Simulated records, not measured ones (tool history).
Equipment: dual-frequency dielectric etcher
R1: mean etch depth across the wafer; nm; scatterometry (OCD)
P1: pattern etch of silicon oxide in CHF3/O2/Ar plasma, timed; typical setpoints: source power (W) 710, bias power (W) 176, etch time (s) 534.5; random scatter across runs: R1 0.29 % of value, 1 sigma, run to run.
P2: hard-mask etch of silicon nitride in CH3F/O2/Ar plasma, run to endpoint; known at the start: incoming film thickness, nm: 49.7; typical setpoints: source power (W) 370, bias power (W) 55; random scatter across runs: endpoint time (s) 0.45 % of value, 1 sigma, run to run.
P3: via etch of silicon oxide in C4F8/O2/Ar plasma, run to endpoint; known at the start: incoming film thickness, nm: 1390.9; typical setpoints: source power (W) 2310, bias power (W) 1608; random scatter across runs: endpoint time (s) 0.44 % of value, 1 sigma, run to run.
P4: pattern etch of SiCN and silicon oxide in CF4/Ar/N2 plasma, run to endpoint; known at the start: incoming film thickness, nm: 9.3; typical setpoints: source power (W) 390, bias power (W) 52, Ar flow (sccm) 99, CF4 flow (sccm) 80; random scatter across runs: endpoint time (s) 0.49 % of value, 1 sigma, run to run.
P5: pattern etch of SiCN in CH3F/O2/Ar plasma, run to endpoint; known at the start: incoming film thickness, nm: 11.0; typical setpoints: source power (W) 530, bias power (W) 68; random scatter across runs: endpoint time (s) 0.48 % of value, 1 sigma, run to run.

{"run": 1, "hour": 7.4, "process that ran": "P1", "source power (W)": 710, "bias power (W)": 176, "etch time (s)": 534.5, "R1": 1142.5}
{"run": 2, "hour": 11.9, "process that ran": "P3", "source power (W)": 1390, "bias power (W)": 1608, "endpoint time (s)": 336.63}
{"run": 3, "hour": 16.9, "process that ran": "P4", "source power (W)": 390, "bias power (W)": 34, "Ar flow (sccm)": 99, "CF4 flow (sccm)": 80, "endpoint time (s)": 14.325}
{"run": 4, "hour": 20.4, "process that ran": "P3", "source power (W)": 2310, "bias power (W)": 1608, "endpoint time (s)": 273.86}
{"run": 5, "hour": 24.4, "process that ran": "P1", "source power (W)": 710, "bias power (W)": 176, "etch time (s)": 534.5, "R1": 1148.5}
{"hour": 30.9, "done": "source power generator calibrated"}
{"run": 6, "hour": 31.7, "process that ran": "P4", "source power (W)": 390, "bias power (W)": 52, "Ar flow (sccm)": 99, "CF4 flow (sccm)": 103, "endpoint time (s)": 12.17}
{"run": 7, "hour": 36.8, "process that ran": "P1", "source power (W)": 710, "bias power (W)": 176, "etch time (s)": 368, "R1": 788.1}
{"run": 8, "hour": 40.3, "process that ran": "P4", "source power (W)": 240, "bias power (W)": 52, "Ar flow (sccm)": 99, "CF4 flow (sccm)": 80, "endpoint time (s)": 19.372}
{"run": 9, "hour": 44.4, "process that ran": "P5", "source power (W)": 530, "bias power (W)": 68, "endpoint time (s)": 27.494}
{"run": 10, "hour": 51.3, "process that ran": "P1", "source power (W)": 560, "bias power (W)": 176, "etch time (s)": 534.5, "R1": 1045.2}
{"run": 11, "hour": 56.5, "process that ran": "P1", "source power (W)": 900, "bias power (W)": 132, "etch time (s)": 534.5, "R1": 1149.8}
{"run": 12, "hour": 63.2, "process that ran": "P1", "source power (W)": 710, "bias power (W)": 176, "etch time (s)": 534.5, "R1": 1146.8}
{"run": 13, "hour": 67.2, "process that ran": "P1", "source power (W)": 710, "bias power (W)": 250, "etch time (s)": 534.5, "R1": 1288.8}
{"run": 14, "hour": 72.4, "process that ran": "P1", "source power (W)": 960, "bias power (W)": 176, "etch time (s)": 534.5, "R1": 1288.6}
{"run": 15, "hour": 79.2, "process that ran": "P1", "source power (W)": 710, "bias power (W)": 176, "etch time (s)": 684, "R1": 1462.9}
{"run": 16, "hour": 85.7, "process that ran": "P2", "source power (W)": 270, "bias power (W)": 55, "endpoint time (s)": 89.976}
{"run": 17, "hour": 90.5, "process that ran": "P5", "source power (W)": 740, "bias power (W)": 68, "endpoint time (s)": 24.211}
{"run": 18, "hour": 95.0, "process that ran": "P1", "source power (W)": 710, "bias power (W)": 176, "etch time (s)": 534.5, "R1": 1140.3}
{"run": 19, "hour": 98.7, "process that ran": "P1", "source power (W)": 710, "bias power (W)": 119, "etch time (s)": 534.5, "R1": 1010.4}
{"run": 20, "hour": 106.0, "process that ran": "P2", "source power (W)": 370, "bias power (W)": 37, "endpoint time (s)": 89.434}
{"run": 21, "hour": 109.4, "process that ran": "P5", "source power (W)": 530, "bias power (W)": 49, "endpoint time (s)": 30.462}
{"run": 22, "hour": 113.9, "process that ran": "P3", "source power (W)": 2310, "bias power (W)": 2177, "endpoint time (s)": 251.37}
{"run": 23, "hour": 119.6, "process that ran": "P1", "source power (W)": 710, "bias power (W)": 176, "etch time (s)": 534.5, "R1": 1143.2}
{"run": 24, "hour": 123.6, "process that ran": "P4", "source power (W)": 390, "bias power (W)": 52, "Ar flow (sccm)": 99, "CF4 flow (sccm)": 80, "endpoint time (s)": 12.763}
{"run": 25, "hour": 128.5, "process that ran": "P3", "source power (W)": 2310, "bias power (W)": 1608, "endpoint time (s)": 272.86}
{"run": 26, "hour": 134.9, "process that ran": "P4", "source power (W)": 390, "bias power (W)": 52, "Ar flow (sccm)": 99, "CF4 flow (sccm)": 80, "endpoint time (s)": 12.596}
{"run": 27, "hour": 140.5, "process that ran": "P2", "source power (W)": 370, "bias power (W)": 55, "endpoint time (s)": 79.366}
{"run": 28, "hour": 147.4, "process that ran": "P4", "source power (W)": 390, "bias power (W)": 52, "Ar flow (sccm)": 138, "CF4 flow (sccm)": 80, "endpoint time (s)": 13.335}
{"run": 29, "hour": 154.0, "process that ran": "P1", "source power (W)": 710, "bias power (W)": 176, "etch time (s)": 534.5, "R1": 1139.1}
{"run": 30, "hour": 159.2, "process that ran": "P1", "source power (W)": 710, "bias power (W)": 176, "etch time (s)": 534.5, "R1": 1141.5}
{"run": 31, "hour": 166.5, "process that ran": "P1", "source power (W)": 710, "bias power (W)": 176, "etch time (s)": 534.5, "R1": 1138.5}
{"run": 32, "hour": 170.1, "process that ran": "P1", "source power (W)": 710, "bias power (W)": 176, "etch time (s)": 534.5, "R1": 1133.3}
{"run": 33, "hour": 176.3, "process that ran": "P1", "source power (W)": 710, "bias power (W)": 176, "etch time (s)": 534.5, "R1": 1122.7}
{"run": 34, "hour": 183.9, "process that ran": "P1", "source power (W)": 710, "bias power (W)": 176, "etch time (s)": 534.5, "R1": 1127.4}
{"hour": 187.1, "done": "wet clean of the chamber"}
{"run": 35, "hour": 188.0, "process that ran": "P1", "source power (W)": 710, "bias power (W)": 176, "etch time (s)": 534.5, "R1": 1126.9}
{"run": 36, "hour": 194.1, "process that ran": "P1", "source power (W)": 710, "bias power (W)": 176, "etch time (s)": 534.5, "R1": 1124.1}
{"run": 37, "hour": 199.1, "process that ran": "P1", "source power (W)": 710, "bias power (W)": 176, "etch time (s)": 534.5, "R1": 1128.3}

What P1 gives has crept off from where it sat before. The 2 causes that follow fit the log equally well, each at the size noted:
A: bias power that arrives under what is set, % = 4.62
B: source power that arrives under what is set, % = 3.97
The process output started creeping at around hour 154.
Every other cause this tool's parts could produce, and why it does not fit the log:
chamber walls in a state that lowers the etch rate, %: maintenance at hour 187.1, after the shift began, did not return the process to its former output

Below are 4 check runs, each averaged over 3 wafers, with their results shown as question marks. Which of them would give clearly different results depending on which cause is behind the drift?
{"run": "check 1", "hour": 204.1, "process that ran": "P2", "source power (W)": 310, "bias power (W)": 47, "endpoint time (s)": "?"}
{"run": "check 2", "hour": 204.1, "process that ran": "P4", "source power (W)": 390, "bias power (W)": 52, "Ar flow (sccm)": 136, "CF4 flow (sccm)": 94, "endpoint time (s)": "?"}
{"run": "check 3", "hour": 204.1, "process that ran": "P3", "source power (W)": 1910, "bias power (W)": 2161, "endpoint time (s)": "?"}
{"run": "check 4", "hour": 204.1, "process that ran": "P5", "source power (W)": 710, "bias power (W)": 68, "endpoint time (s)": "?"}

What each check would give under each cause:
check=check_1 result=endpoint_time_(s) if_A=90.792 if_B=90.874
check=check_2 result=endpoint_time_(s) if_A=13.134 if_B=13.414
check=check_3 result=endpoint_time_(s) if_A=274.64 if_B=275.28
check=check_4 result=endpoint_time_(s) if_A=24.905 if_B=24.901
Separation of the two closest causes in each check, using whichever result separates them best: check 1 0.09 %; check 2 2.11 %; check 3 0.24 %; check 4 0.02 %
Check 2 distinguishes between the causes, while the remaining checks would return nearly the same result for all of them.

The results of check 2 are: endpoint time (s) 13.141. Based on these, which of the listed causes is it?

The cause is A: bias power that arrives under what is set, %.
